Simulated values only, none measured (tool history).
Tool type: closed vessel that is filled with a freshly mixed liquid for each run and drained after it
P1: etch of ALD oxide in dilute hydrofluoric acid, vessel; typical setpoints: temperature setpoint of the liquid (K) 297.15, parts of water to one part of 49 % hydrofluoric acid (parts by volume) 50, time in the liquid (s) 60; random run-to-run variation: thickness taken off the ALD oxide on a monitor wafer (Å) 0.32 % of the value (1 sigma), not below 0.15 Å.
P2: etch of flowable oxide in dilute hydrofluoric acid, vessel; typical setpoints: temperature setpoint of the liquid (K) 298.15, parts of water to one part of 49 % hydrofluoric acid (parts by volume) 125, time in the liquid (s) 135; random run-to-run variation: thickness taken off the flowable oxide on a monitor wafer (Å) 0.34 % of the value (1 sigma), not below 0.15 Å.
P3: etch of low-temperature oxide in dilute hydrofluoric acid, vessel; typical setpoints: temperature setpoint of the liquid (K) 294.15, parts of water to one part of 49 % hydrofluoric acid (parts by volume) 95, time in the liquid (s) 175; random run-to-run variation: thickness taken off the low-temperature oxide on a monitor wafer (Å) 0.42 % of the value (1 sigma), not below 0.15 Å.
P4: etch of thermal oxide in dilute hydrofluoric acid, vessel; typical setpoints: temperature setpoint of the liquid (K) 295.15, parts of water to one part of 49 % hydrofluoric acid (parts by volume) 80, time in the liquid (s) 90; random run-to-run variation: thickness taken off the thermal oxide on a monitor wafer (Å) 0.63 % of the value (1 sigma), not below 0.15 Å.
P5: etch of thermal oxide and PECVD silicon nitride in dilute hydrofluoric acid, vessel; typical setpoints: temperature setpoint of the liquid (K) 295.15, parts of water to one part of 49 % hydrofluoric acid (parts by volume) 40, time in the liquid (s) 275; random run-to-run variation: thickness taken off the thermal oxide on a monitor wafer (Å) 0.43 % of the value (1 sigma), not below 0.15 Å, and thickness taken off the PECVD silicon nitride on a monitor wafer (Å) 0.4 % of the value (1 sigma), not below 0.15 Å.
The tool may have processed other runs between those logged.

run   hour  process that ran  temperature setpoint of the liquid (K)  parts of water to one part of 49 % hydrofluoric acid (parts by volume)  time in the liquid (s)  thickness taken off the ALD oxide on a monitor wafer (Å)  thickness taken off the low-temperature oxide on a monitor wafer (Å)  thickness taken off the flowable oxide on a monitor wafer (Å)  thickness taken off the thermal oxide on a monitor wafer (Å)  thickness taken off the PECVD silicon nitride on a monitor wafer (Å)
  1   15.4                P1                                  297.15                                                                      50                      60                                                   194.170
  2   28.2                P3                                  294.15                                                                      95                     175                                                                                                                          583.78
  3   46.2                P1                                  293.15                                                                      50                      60                                                   164.060
  4   60.7                P2                                  298.15                                                                     125                     135                                                                                                                                                                                         373.26
  5   69.1                P2                                  298.15                                                                     125                      75                                                                                                                                                                                         207.63
  6   87.6                P1                                  297.15                                                                      35                      30                                                   140.470
  7  103.2                P1                                  297.15                                                                      50                      60                                                   193.390
  8  113.6                P5                                  295.15                                                                      40                     275                                                                                                                                                                                                                                                      340.810                                                               134.870
  9  123.6                P1                                  297.15                                                                      50                      60                                                   193.950
 10  142.2                P1                                  297.15                                                                      50                      60                                                   193.700
 11  156.5                P5                                  295.15                                                                      20                     275                                                                                                                                                                                                                                                      692.380                                                               262.600
 12  172.7                P3                                  294.15                                                                      95                     175                                                                                                                          586.23
 13  187.5                P1                                  297.15                                                                      50                      30                                                    96.463
 14  201.8                P1                                  297.15                                                                      50                      60                                                   193.460
 15  214.3                P2                                  306.15                                                                     125                     135                                                                                                                                                                                         503.29
 16  226.1                P5                                  295.15                                                                      40                      55                                                                                                                                                                                                                                                       67.410                                                                26.882
 17  242.1                P4                                  295.15                                                                      25                      90                                                                                                                                                                                                                                                      162.190
 18  251.9                P3                                  294.15                                                                      30                     175                                                                                                                         2012.60
 19  267.0                P4                                  295.15                                                                      80                      90                                                                                                                                                                                                                                                       47.592
 20  275.2                P3                                  299.65                                                                      95                     175                                                                                                                          731.06
 21  289.4                P2                                  298.15                                                                     125                     135                                                                                                                                                                                         372.52
 22  299.6                P4                                  295.15                                                                      80                     150                                                                                                                                                                                                                                                       78.385
 23  312.1                P1                                  297.15                                                                      50                      90                                                   290.160
 24  325.6                P1                                  301.65                                                                      50                      60                                                   233.160
 25  341.7                P2                                  298.15                                                                      35                     135                                                                                                                                                                                        1510.20
 26  351.5                P4                                  303.15                                                                      80                      90                                                                                                                                                                                                                                                       66.260
 27  369.8                P5                                  299.15                                                                      40                     275                                                                                                                                                                                                                                                      398.870                                                               176.130
 28  381.2                P3                                  294.15                                                                      95                      50                                                                                                                          166.95
 29  392.5                P1                                  297.15                                                                      30                      60                                                   332.280
 30  405.3                P1                                  291.65                                                                      50                      30                                                    76.680
 31  414.4                P1                                  297.15                                                                      75                      60                                                   124.410
 32  431.5                P1                                  297.15                                                                      50                      60                                                   193.290
 33  448.5                P1                                  297.15                                                                      50                      60                                                   184.470
 34  461.0                P1                                  297.15                                                                      50                      60                                                   182.100
 35  474.6                P1                                  297.15                                                                      50                      60                                                   178.900
 36  486.9                P1                                  297.15                                                                      50                      60                                                   177.410
 37  501.3                P1                                  297.15                                                                      50                      60                                                   177.770
 38  517.3                P1                                  297.15                                                                      50                      60                                                   177.260

P1 no longer gives what it gave before; its output has crept away from where it was. The following 2 causes, each at its listed size, fit the log equally well:
A: hydrofluoric acid flow below the setpoint (%) = 7.76
B: liquid colder than its thermometer reads (K) = 2.09
At approximately hour 431.5, the process output began to creep.

Which of the 4 check runs listed below separates the causes, so that each cause would produce a clearly different result? Each run uses one wafer, and its results are marked with question marks.
check 1  533.3                P4                                  302.15                                                                      80                      90                                                                                                                                                                                                                                                            ?
check 2  533.3                P2                                  298.15                                                                      45                     135                                                                                                                                                                                              ?
check 3  533.3                P5                                  295.15                                                                      40                      75                                                                                                                                                                                                                                                            ?                                                                     ?
check 4  533.3                P3                                  294.15                                                                      55                     175                                                                                                                               ?

Expected result of each check under each candidate cause:
  check                                                                result     if A     if B
check 1          thickness taken off the thermal oxide on a monitor wafer (Å)   57.553   58.081
check 2         thickness taken off the flowable oxide on a monitor wafer (Å)  1056.90  1056.50
check 3          thickness taken off the thermal oxide on a monitor wafer (Å)   85.043   84.739
check 3  thickness taken off the PECVD silicon nitride on a monitor wafer (Å)   33.933   31.760
check 4  thickness taken off the low-temperature oxide on a monitor wafer (Å)   973.07   971.11
Separation of the two closest causes in each check, using whichever result separates them best: check 1 0.91 %; check 2 0.04 %; check 3 6.62 %; check 4 0.2 %
The causes can be told apart only by check 3. The other checks would give nearly the same results under each of them.

Running check 3 produced the following: thickness taken off the thermal oxide on a monitor wafer (Å) 84.872; thickness taken off the PECVD silicon nitride on a monitor wafer (Å) 33.782. Which one of the listed causes fits?

The cause is A: hydrofluoric acid flow below the setpoint (%).

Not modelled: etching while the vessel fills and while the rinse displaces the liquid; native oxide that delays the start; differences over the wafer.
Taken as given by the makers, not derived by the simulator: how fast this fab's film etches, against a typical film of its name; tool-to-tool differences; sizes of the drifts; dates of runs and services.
